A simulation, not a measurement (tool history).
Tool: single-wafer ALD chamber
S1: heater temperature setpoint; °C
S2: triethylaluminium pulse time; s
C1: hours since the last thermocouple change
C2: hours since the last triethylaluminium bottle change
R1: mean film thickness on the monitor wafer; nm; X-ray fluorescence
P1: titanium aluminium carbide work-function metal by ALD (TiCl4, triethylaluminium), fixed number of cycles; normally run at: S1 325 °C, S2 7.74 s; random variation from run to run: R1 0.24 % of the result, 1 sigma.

| run | hour | S1 | S2 | C1 | C2 | R1 |
|---|---|---|---|---|---|---|
| 1 | 6.6 | 325 | 7.74 | 1140.7 | 641.4 | 2.1117 |
| 2 | 13.5 | 325 | 3.22 | 1147.6 | 648.3 | 1.5226 |
| 3 | 18.8 | 302 | 7.74 | 1152.9 | 653.6 | 1.9256 |
| 4 | 24.2 | 325 | 10.05 | 1158.3 | 659.0 | 2.1987 |
| 5 | 29.1 | 325 | 7.74 | 1163.2 | 663.9 | 2.1114 |
| 6 | 37.5 | 325 | 7.74 | 1171.6 | 672.3 | 2.1115 |
| 7 | 43.5 | 347 | 7.74 | 1177.6 | 678.3 | 2.3077 |
| 8 | 53.0 | 325 | 7.74 | 1187.1 | 687.8 | 2.1163 |
| 9 | 59.3 | 325 | 7.74 | 1193.4 | 694.1 | 2.1116 |
|  | 66.7 | thermocouple changed; heater temperature recalibrated |
| 10 | 67.0 | 348 | 10.49 | 0.4 | 701.8 | 2.4112 |
| 11 | 74.8 | 325 | 7.74 | 8.2 | 709.6 | 2.1148 |
| 12 | 82.0 | 325 | 7.74 | 15.4 | 716.8 | 2.0986 |
| 13 | 89.3 | 325 | 7.74 | 22.7 | 724.1 | 2.0950 |
| 14 | 98.6 | 325 | 7.74 | 32.0 | 733.4 | 2.0994 |
| 15 | 105.0 | 325 | 7.74 | 38.4 | 739.8 | 2.0953 |
| 16 | 114.1 | 325 | 7.74 | 47.5 | 748.9 | 2.0857 |
| 17 | 119.1 | 325 | 7.74 | 52.5 | 753.9 | 2.0879 |
| 18 | 124.4 | 325 | 7.74 | 57.8 | 759.2 | 2.0855 |
| 19 | 131.8 | 325 | 7.74 | 65.2 | 766.6 | 2.0886 |

What P1 gives has crept away from where it was. These 2 causes fit the log equally well, each at the size given:
A: wafer temperature below the value expected at the setpoint (K) = 3.49
B: triethylaluminium dose below that of a fresh bottle (%) = 6.42
The creep began at about hour 74.8.

4 check runs are offered, one wafer each, their results left as question marks. Which one tells the causes apart?
| check 1 | 139.2 | 342 | 7.74 |  |  | ? |
| check 2 | 139.2 | 339 | 3.58 |  |  | ? |
| check 3 | 139.2 | 343 | 7.74 |  |  | ? |
| check 4 | 139.2 | 344 | 7.74 |  |  | ? |

What each check would give under each cause:
| check | result | if A | if B |
|---|---|---|---|
| check 1 | R1 | 2.2309 | 2.2291 |
| check 2 | R1 | 1.6801 | 1.6451 |
| check 3 | R1 | 2.2394 | 2.2375 |
| check 4 | R1 | 2.2479 | 2.2460 |
How far apart the two closest causes lie, in the result that separates them most: check 1 0.08 %; check 2 2.11 %; check 3 0.08 %; check 4 0.09 %
Check 2 tells the causes apart: in the others they would give nearly the same result.

Then check 2 was run and gave: R1 1.6811 nm. Which cause is it?

It is A: wafer temperature below the value expected at the setpoint (K).
